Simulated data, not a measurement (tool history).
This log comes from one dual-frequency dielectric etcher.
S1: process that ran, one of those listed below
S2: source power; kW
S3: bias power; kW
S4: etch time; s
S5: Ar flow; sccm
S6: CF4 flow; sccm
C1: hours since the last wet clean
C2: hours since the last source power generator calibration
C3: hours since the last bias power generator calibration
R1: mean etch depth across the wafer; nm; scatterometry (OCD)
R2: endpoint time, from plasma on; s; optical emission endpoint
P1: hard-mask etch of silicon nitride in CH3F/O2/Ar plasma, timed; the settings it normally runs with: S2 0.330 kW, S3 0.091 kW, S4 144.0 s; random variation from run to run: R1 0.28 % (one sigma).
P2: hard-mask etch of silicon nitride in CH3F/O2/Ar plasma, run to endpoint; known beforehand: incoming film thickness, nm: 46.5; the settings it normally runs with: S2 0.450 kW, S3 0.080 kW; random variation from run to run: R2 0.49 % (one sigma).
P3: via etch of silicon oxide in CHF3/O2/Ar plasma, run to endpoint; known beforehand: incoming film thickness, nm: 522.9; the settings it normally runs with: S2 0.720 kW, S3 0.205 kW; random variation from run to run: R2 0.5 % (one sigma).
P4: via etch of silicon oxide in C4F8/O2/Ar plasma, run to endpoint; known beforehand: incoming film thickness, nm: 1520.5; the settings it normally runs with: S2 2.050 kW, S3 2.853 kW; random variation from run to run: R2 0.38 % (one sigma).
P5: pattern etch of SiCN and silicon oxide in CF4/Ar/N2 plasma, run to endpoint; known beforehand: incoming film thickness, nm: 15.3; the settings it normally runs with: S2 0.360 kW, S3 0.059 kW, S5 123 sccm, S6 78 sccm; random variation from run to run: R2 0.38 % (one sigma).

Run 1, hour 9.6: S1 P1, S2 0.330 kW, S3 0.091 kW, S4 144.0 s; C1 125.1; C2 726.4; C3 1262.7. Result: R1 98.690 nm.
Run 2, hour 19.8: S1 P3, S2 0.870 kW, S3 0.205 kW; C1 135.3; C2 736.6; C3 1272.9. Result: R2 215.240 s.
Run 3, hour 32.6: S1 P2, S2 0.450 kW, S3 0.080 kW; C1 148.1; C2 749.4; C3 1285.7. Result: R2 63.372 s.
Run 4, hour 45.8: S1 P2, S2 0.450 kW, S3 0.108 kW; C1 161.3; C2 762.6; C3 1298.9. Result: R2 56.126 s.
Run 5, hour 56.0: S1 P1, S2 0.330 kW, S3 0.091 kW, S4 144.0 s; C1 171.5; C2 772.8; C3 1309.1. Result: R1 97.968 nm.
Run 6, hour 69.6: S1 P1, S2 0.330 kW, S3 0.091 kW, S4 144.0 s; C1 185.1; C2 786.4; C3 1322.7. Result: R1 98.217 nm.
Run 7, hour 79.2: S1 P3, S2 0.720 kW, S3 0.205 kW; C1 194.7; C2 796.0; C3 1332.3. Result: R2 232.040 s.
Run 8, hour 92.0: S1 P1, S2 0.330 kW, S3 0.091 kW, S4 144.0 s; C1 207.5; C2 808.8; C3 1345.1. Result: R1 98.670 nm.
Run 9, hour 106.9: S1 P4, S2 2.050 kW, S3 2.853 kW; C1 222.4; C2 823.7; C3 1360.0. Result: R2 262.400 s.
Run 10, hour 120.0: S1 P5, S2 0.360 kW, S3 0.042 kW, S5 123 sccm, S6 78 sccm; C1 235.5; C2 836.8; C3 1373.1. Result: R2 26.778 s.
Run 11, hour 135.2: S1 P1, S2 0.330 kW, S3 0.124 kW, S4 176.0 s; C1 250.7; C2 852.0; C3 1388.3. Result: R1 134.950 nm.
Run 12, hour 144.6: S1 P5, S2 0.360 kW, S3 0.059 kW, S5 123 sccm, S6 62 sccm; C1 260.1; C2 861.4; C3 1397.7. Result: R2 24.881 s.
Run 13, hour 154.3: S1 P1, S2 0.220 kW, S3 0.121 kW, S4 144.0 s; C1 269.8; C2 871.1; C3 1407.4. Result: R1 94.902 nm.
Run 14, hour 166.9: S1 P1, S2 0.330 kW, S3 0.066 kW, S4 81.5 s; C1 282.4; C2 883.7; C3 1420.0. Result: R1 49.859 nm.
Run 15, hour 177.7: S1 P2, S2 0.340 kW, S3 0.080 kW; C1 293.2; C2 894.5; C3 1430.8. Result: R2 70.103 s.
Run 16, hour 189.2: S1 P1, S2 0.330 kW, S3 0.091 kW, S4 144.0 s; C1 304.7; C2 906.0; C3 1442.3. Result: R1 98.611 nm.
Run 17, hour 203.9: S1 P1, S2 0.330 kW, S3 0.091 kW, S4 83.5 s; C1 319.4; C2 920.7; C3 1457.0. Result: R1 57.375 nm.
Run 18, hour 218.1: S1 P1, S2 0.270 kW, S3 0.091 kW, S4 144.0 s; C1 333.6; C2 934.9; C3 1471.2. Result: R1 91.344 nm.
At hour 223.7: bias power generator calibrated.
Run 19, hour 228.2: S1 P2, S2 0.450 kW, S3 0.080 kW; C1 343.7; C2 945.0; C3 4.6. Result: R2 62.653 s.
Run 20, hour 237.8: S1 P1, S2 0.420 kW, S3 0.091 kW, S4 144.0 s; C1 353.3; C2 954.6; C3 14.2. Result: R1 107.860 nm.
Run 21, hour 245.7: S1 P3, S2 0.720 kW, S3 0.125 kW; C1 361.2; C2 962.5; C3 22.1. Result: R2 270.850 s.
Run 22, hour 257.8: S1 P5, S2 0.360 kW, S3 0.059 kW, S5 123 sccm, S6 78 sccm; C1 373.3; C2 974.6; C3 34.2. Result: R2 23.990 s.
Run 23, hour 265.2: S1 P4, S2 2.050 kW, S3 2.853 kW; C1 380.7; C2 982.0; C3 41.6. Result: R2 264.090 s.
Run 24, hour 275.2: S1 P4, S2 2.710 kW, S3 2.853 kW; C1 390.7; C2 992.0; C3 51.6. Result: R2 235.420 s.
Run 25, hour 287.1: S1 P5, S2 0.360 kW, S3 0.059 kW, S5 71 sccm, S6 78 sccm; C1 402.6; C2 1003.9; C3 63.5. Result: R2 22.178 s.
Run 26, hour 295.5: S1 P1, S2 0.330 kW, S3 0.091 kW, S4 206.0 s; C1 411.0; C2 1012.3; C3 71.9. Result: R1 141.470 nm.
Run 27, hour 302.4: S1 P4, S2 2.050 kW, S3 3.609 kW; C1 417.9; C2 1019.2; C3 78.8. Result: R2 244.720 s.
Run 28, hour 315.8: S1 P1, S2 0.330 kW, S3 0.091 kW, S4 144.0 s; C1 431.3; C2 1032.6; C3 92.2. Result: R1 98.104 nm.
Run 29, hour 325.5: S1 P5, S2 0.280 kW, S3 0.059 kW, S5 123 sccm, S6 78 sccm; C1 441.0; C2 1042.3; C3 101.9. Result: R2 29.767 s.
Run 30, hour 339.1: S1 P1, S2 0.330 kW, S3 0.116 kW, S4 144.0 s; C1 454.6; C2 1055.9; C3 115.5. Result: R1 107.320 nm.
Run 31, hour 346.8: S1 P1, S2 0.330 kW, S3 0.069 kW, S4 144.0 s; C1 462.3; C2 1063.6; C3 123.2. Result: R1 88.828 nm.
Run 32, hour 359.4: S1 P1, S2 0.330 kW, S3 0.091 kW, S4 144.0 s; C1 474.9; C2 1076.2; C3 135.8. Result: R1 98.551 nm.
Run 33, hour 373.6: S1 P1, S2 0.330 kW, S3 0.091 kW, S4 144.0 s; C1 489.1; C2 1090.4; C3 150.0. Result: R1 99.092 nm.
Run 34, hour 380.8: S1 P1, S2 0.330 kW, S3 0.091 kW, S4 144.0 s; C1 496.3; C2 1097.6; C3 157.2. Result: R1 99.418 nm.
Run 35, hour 392.3: S1 P1, S2 0.330 kW, S3 0.091 kW, S4 144.0 s; C1 507.8; C2 1109.1; C3 168.7. Result: R1 99.883 nm.
Run 36, hour 407.6: S1 P1, S2 0.330 kW, S3 0.091 kW, S4 144.0 s; C1 523.1; C2 1124.4; C3 184.0. Result: R1 100.250 nm.
At hour 409.2: wet clean of the chamber.
Run 37, hour 419.0: S1 P1, S2 0.330 kW, S3 0.091 kW, S4 144.0 s; C1 9.9; C2 1135.8; C3 195.4. Result: R1 99.547 nm.
Run 38, hour 426.2: S1 P1, S2 0.330 kW, S3 0.091 kW, S4 144.0 s; C1 17.1; C2 1143.0; C3 202.6. Result: R1 99.948 nm.
Run 39, hour 441.0: S1 P1, S2 0.330 kW, S3 0.091 kW, S4 144.0 s; C1 31.9; C2 1157.8; C3 217.4. Result: R1 100.130 nm.
Run 40, hour 450.7: S1 P1, S2 0.330 kW, S3 0.091 kW, S4 144.0 s; C1 41.6; C2 1167.5; C3 227.1. Result: R1 100.640 nm.

The output of P1 has drifted from where it used to be. Each of the 2 causes below, taken at the size shown beside it, accounts for the log equally well:
A: source power that arrives over what is set, % = 3.96
B: bias power that arrives over what is set, % = 4.03
Onset of the creep was near hour 359.4.
The rest of the possible causes, and what rules out each one:
chamber walls in a state that raises the etch rate, %: serviced at hour 409.2, after the change had begun; the process did not return to its earlier output

Consider the 4 check runs below, whose results appear as question marks and each of which averages 2 wafers. Which one distinguishes the causes, in that each cause would give it a clearly different result?
Run check 1, hour 460.4: S1 P2, S2 0.450 kW, S3 0.102 kW. Result: R2 ?.
Run check 2, hour 460.4: S1 P3, S2 0.830 kW, S3 0.128 kW. Result: R2 ?.
Run check 3, hour 460.4: S1 P4, S2 2.680 kW, S3 3.327 kW. Result: R2 ?.
Run check 4, hour 460.4: S1 P5, S2 0.300 kW, S3 0.059 kW, S5 79 sccm, S6 78 sccm. Result: R2 ?.

Expected result of each check under each candidate cause:
  check  result     if A     if B
check 1      R2   56.582   56.581
check 2      R2  250.460  251.280
check 3      R2  222.510  223.140
check 4      R2   25.482   26.048
Distance between the nearest two causes, measured in the result of the check that separates them most: check 1 0 %; check 2 0.32 %; check 3 0.28 %; check 4 2.2 %
Only check 4 tells the causes apart: in the others they would give nearly the same result.

The results of check 4 are: R2 26.058 s. Based on these, which of the listed causes is it?

It is B: bias power that arrives over what is set, %.
